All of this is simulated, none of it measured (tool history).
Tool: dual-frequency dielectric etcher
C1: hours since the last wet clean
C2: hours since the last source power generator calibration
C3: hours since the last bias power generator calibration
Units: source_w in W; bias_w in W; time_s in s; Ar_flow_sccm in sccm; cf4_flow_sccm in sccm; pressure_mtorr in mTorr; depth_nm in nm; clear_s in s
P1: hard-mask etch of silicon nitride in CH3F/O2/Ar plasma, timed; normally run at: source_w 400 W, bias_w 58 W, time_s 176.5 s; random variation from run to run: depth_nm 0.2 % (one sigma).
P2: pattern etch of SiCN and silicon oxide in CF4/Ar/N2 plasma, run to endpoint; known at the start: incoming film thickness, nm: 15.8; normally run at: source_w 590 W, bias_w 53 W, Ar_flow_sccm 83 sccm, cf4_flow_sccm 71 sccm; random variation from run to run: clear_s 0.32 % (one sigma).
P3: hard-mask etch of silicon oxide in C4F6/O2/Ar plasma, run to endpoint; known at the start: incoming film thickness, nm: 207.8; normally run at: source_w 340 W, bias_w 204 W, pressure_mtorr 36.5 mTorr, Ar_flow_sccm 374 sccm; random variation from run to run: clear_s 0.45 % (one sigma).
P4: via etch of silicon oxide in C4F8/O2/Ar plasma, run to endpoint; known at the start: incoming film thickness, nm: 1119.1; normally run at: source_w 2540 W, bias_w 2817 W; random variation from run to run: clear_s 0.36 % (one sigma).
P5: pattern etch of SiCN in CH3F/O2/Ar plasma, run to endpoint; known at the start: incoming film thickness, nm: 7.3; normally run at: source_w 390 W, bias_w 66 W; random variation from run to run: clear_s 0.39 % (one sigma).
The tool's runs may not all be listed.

Run 1, hour 6.5: process P1, source_w 400 W, bias_w 58 W, time_s 176.5 s; C1 435; C2 561.8; C3 576.2. Result: depth_nm 117.56 nm.
Run 2, hour 11.7: process P1, source_w 550 W, bias_w 58 W, time_s 176.5 s; C1 440.2; C2 567; C3 581.4. Result: depth_nm 132.51 nm.
Run 3, hour 16.5: process P4, source_w 3450 W, bias_w 2817 W; C1 445; C2 571.8; C3 586.2. Result: clear_s 159.12 s.
Run 4, hour 24.9: process P2, source_w 590 W, bias_w 32 W, Ar_flow_sccm 83 sccm, cf4_flow_sccm 71 sccm; C1 453.4; C2 580.2; C3 594.6. Result: clear_s 17.028 s.
Run 5, hour 33.7: process P1, source_w 400 W, bias_w 45 W, time_s 176.5 s; C1 462.2; C2 589; C3 603.4. Result: depth_nm 108.31 nm.
Run 6, hour 38.9: process P1, source_w 400 W, bias_w 58 W, time_s 176.5 s; C1 467.4; C2 594.2; C3 608.6. Result: depth_nm 117.66 nm.
Run 7, hour 46.6: process P4, source_w 2540 W, bias_w 2015 W; C1 475.1; C2 601.9; C3 616.3. Result: clear_s 197.26 s.
At hour 48.5: wet clean of the chamber.
Run 8, hour 53.1: process P1, source_w 300 W, bias_w 46 W, time_s 176.5 s; C1 4.6; C2 608.4; C3 622.8. Result: depth_nm 97.973 nm.
Run 9, hour 60.1: process P1, source_w 400 W, bias_w 58 W, time_s 176.5 s; C1 11.6; C2 615.4; C3 629.8. Result: depth_nm 117.49 nm.
Run 10, hour 68.5: process P2, source_w 590 W, bias_w 53 W, Ar_flow_sccm 83 sccm, cf4_flow_sccm 71 sccm; C1 20; C2 623.8; C3 638.2. Result: clear_s 14.797 s.
Run 11, hour 75: process P1, source_w 400 W, bias_w 58 W, time_s 122 s; C1 26.5; C2 630.3; C3 644.7. Result: depth_nm 81.53 nm.
Run 12, hour 79.1: process P1, source_w 400 W, bias_w 58 W, time_s 226.5 s; C1 30.6; C2 634.4; C3 648.8. Result: depth_nm 151.27 nm.
At hour 82.4: source power generator calibrated.
Run 13, hour 84.1: process P1, source_w 400 W, bias_w 58 W, time_s 176.5 s; C1 35.6; C2 1.7; C3 653.8. Result: depth_nm 117.58 nm.
Run 14, hour 91.9: process P3, source_w 340 W, bias_w 204 W, Ar_flow_sccm 374 sccm, pressure_mtorr 48 mTorr; C1 43.4; C2 9.5; C3 661.6. Result: clear_s 72.736 s.
Run 15, hour 97.7: process P1, source_w 330 W, bias_w 58 W, time_s 176.5 s; C1 49.2; C2 15.3; C3 667.4. Result: depth_nm 108.78 nm.
Run 16, hour 106.3: process P1, source_w 400 W, bias_w 58 W, time_s 176.5 s; C1 57.8; C2 23.9; C3 676. Result: depth_nm 117.52 nm.
Run 17, hour 112: process P1, source_w 400 W, bias_w 71 W, time_s 176.5 s; C1 63.5; C2 29.6; C3 681.7. Result: depth_nm 125.62 nm.
Run 18, hour 120.9: process P2, source_w 780 W, bias_w 53 W, Ar_flow_sccm 83 sccm, cf4_flow_sccm 71 sccm; C1 72.4; C2 38.5; C3 690.6. Result: clear_s 11.55 s.
Run 19, hour 129.4: process P4, source_w 2540 W, bias_w 2817 W; C1 80.9; C2 47; C3 699.1. Result: clear_s 180.09 s.
Run 20, hour 137.3: process P5, source_w 390 W, bias_w 66 W; C1 88.8; C2 54.9; C3 707. Result: clear_s 20.945 s.
Run 21, hour 145.9: process P4, source_w 2540 W, bias_w 2817 W; C1 97.4; C2 63.5; C3 715.6. Result: clear_s 179.78 s.
Run 22, hour 152.9: process P5, source_w 390 W, bias_w 47 W; C1 104.4; C2 70.5; C3 722.6. Result: clear_s 23.473 s.
Run 23, hour 160.7: process P1, source_w 400 W, bias_w 58 W, time_s 176.5 s; C1 112.2; C2 78.3; C3 730.4. Result: depth_nm 117.45 nm.
Run 24, hour 166.9: process P2, source_w 590 W, bias_w 53 W, Ar_flow_sccm 83 sccm, cf4_flow_sccm 101 sccm; C1 118.4; C2 84.5; C3 736.6. Result: clear_s 14.089 s.
Run 25, hour 173.3: process P1, source_w 510 W, bias_w 72 W, time_s 176.5 s; C1 124.8; C2 90.9; C3 743. Result: depth_nm 138.91 nm.
Run 26, hour 181.4: process P3, source_w 340 W, bias_w 204 W, Ar_flow_sccm 374 sccm, pressure_mtorr 36.5 mTorr; C1 132.9; C2 99; C3 751.1. Result: clear_s 69.955 s.
Run 27, hour 187.2: process P3, source_w 340 W, bias_w 121 W, Ar_flow_sccm 374 sccm, pressure_mtorr 36.5 mTorr; C1 138.7; C2 104.8; C3 756.9. Result: clear_s 81.967 s.
Run 28, hour 191.4: process P3, source_w 440 W, bias_w 204 W, Ar_flow_sccm 374 sccm, pressure_mtorr 36.5 mTorr; C1 142.9; C2 109; C3 761.1. Result: clear_s 63.376 s.
Run 29, hour 196.1: process P2, source_w 590 W, bias_w 53 W, Ar_flow_sccm 83 sccm, cf4_flow_sccm 71 sccm; C1 147.6; C2 113.7; C3 765.8. Result: clear_s 14.801 s.
Run 30, hour 200.1: process P2, source_w 590 W, bias_w 53 W, Ar_flow_sccm 109 sccm, cf4_flow_sccm 71 sccm; C1 151.6; C2 117.7; C3 769.8. Result: clear_s 15.575 s.
Run 31, hour 205.5: process P1, source_w 320 W, bias_w 58 W, time_s 249.5 s; C1 157; C2 123.1; C3 775.2. Result: depth_nm 153.21 nm.
Run 32, hour 210.5: process P3, source_w 340 W, bias_w 204 W, Ar_flow_sccm 470 sccm, pressure_mtorr 36.5 mTorr; C1 162; C2 128.1; C3 780.2. Result: clear_s 72.051 s.
Run 33, hour 217.5: process P5, source_w 270 W, bias_w 66 W; C1 169; C2 135.1; C3 787.2. Result: clear_s 24.032 s.
Run 34, hour 225.9: process P1, source_w 400 W, bias_w 58 W, time_s 176.5 s; C1 177.4; C2 143.5; C3 795.6. Result: depth_nm 117.68 nm.
Run 35, hour 231.3: process P1, source_w 400 W, bias_w 58 W, time_s 176.5 s; C1 182.8; C2 148.9; C3 801. Result: depth_nm 117.21 nm.
Run 36, hour 238.2: process P1, source_w 400 W, bias_w 58 W, time_s 176.5 s; C1 189.7; C2 155.8; C3 807.9. Result: depth_nm 116.85 nm.
At hour 242: wet clean of the chamber.
Run 37, hour 245.5: process P1, source_w 400 W, bias_w 58 W, time_s 176.5 s; C1 3.5; C2 163.1; C3 815.2. Result: depth_nm 116.34 nm.
Run 38, hour 250.1: process P1, source_w 400 W, bias_w 58 W, time_s 176.5 s; C1 8.1; C2 167.7; C3 819.8. Result: depth_nm 116.17 nm.
Run 39, hour 257: process P1, source_w 400 W, bias_w 58 W, time_s 176.5 s; C1 15; C2 174.6; C3 826.7. Result: depth_nm 116.01 nm.
Run 40, hour 261.3: process P1, source_w 400 W, bias_w 58 W, time_s 176.5 s; C1 19.3; C2 178.9; C3 831. Result: depth_nm 116.17 nm.

What P1 gives has crept away from where it was. These 2 causes fit the log equally well, each at the size given:
A: source power that arrives under what is set, % = 3.29
B: bias power that arrives under what is set, % = 3.88
The creep began at about hour 225.9.
Why every other cause is out:
chamber walls in a state that lowers the etch rate, %: serviced at hour 242, which brought nothing back

4 check runs are offered, each on 2 wafers whose results are averaged, their results left as question marks. Which one tells the causes apart?
Run check 1, hour 265.6: process P4, source_w 2540 W, bias_w 2206 W. Result: clear_s ?.
Run check 2, hour 265.6: process P2, source_w 590 W, bias_w 34 W, Ar_flow_sccm 83 sccm, cf4_flow_sccm 71 sccm. Result: clear_s ?.
Run check 3, hour 265.6: process P3, source_w 440 W, bias_w 204 W, Ar_flow_sccm 374 sccm, pressure_mtorr 36.5 mTorr. Result: clear_s ?.
Run check 4, hour 265.6: process P5, source_w 310 W, bias_w 53 W. Result: clear_s ?.

What each check would give under each cause:
  check   result    if A    if B
check 1  clear_s  196.02  195.62
check 2  clear_s  17.323  16.976
check 3  clear_s  64.252  64.235
check 4  clear_s  24.917  24.929
How far apart the two closest causes lie, in the result that separates them most: check 1 0.2 %; check 2 2.03 %; check 3 0.03 %; check 4 0.05 %
Check 2 tells the causes apart: in the others they would give nearly the same result.

Then check 2 was run and gave: clear_s 17.335 s. Which cause is it?

It is A: source power that arrives under what is set, %.
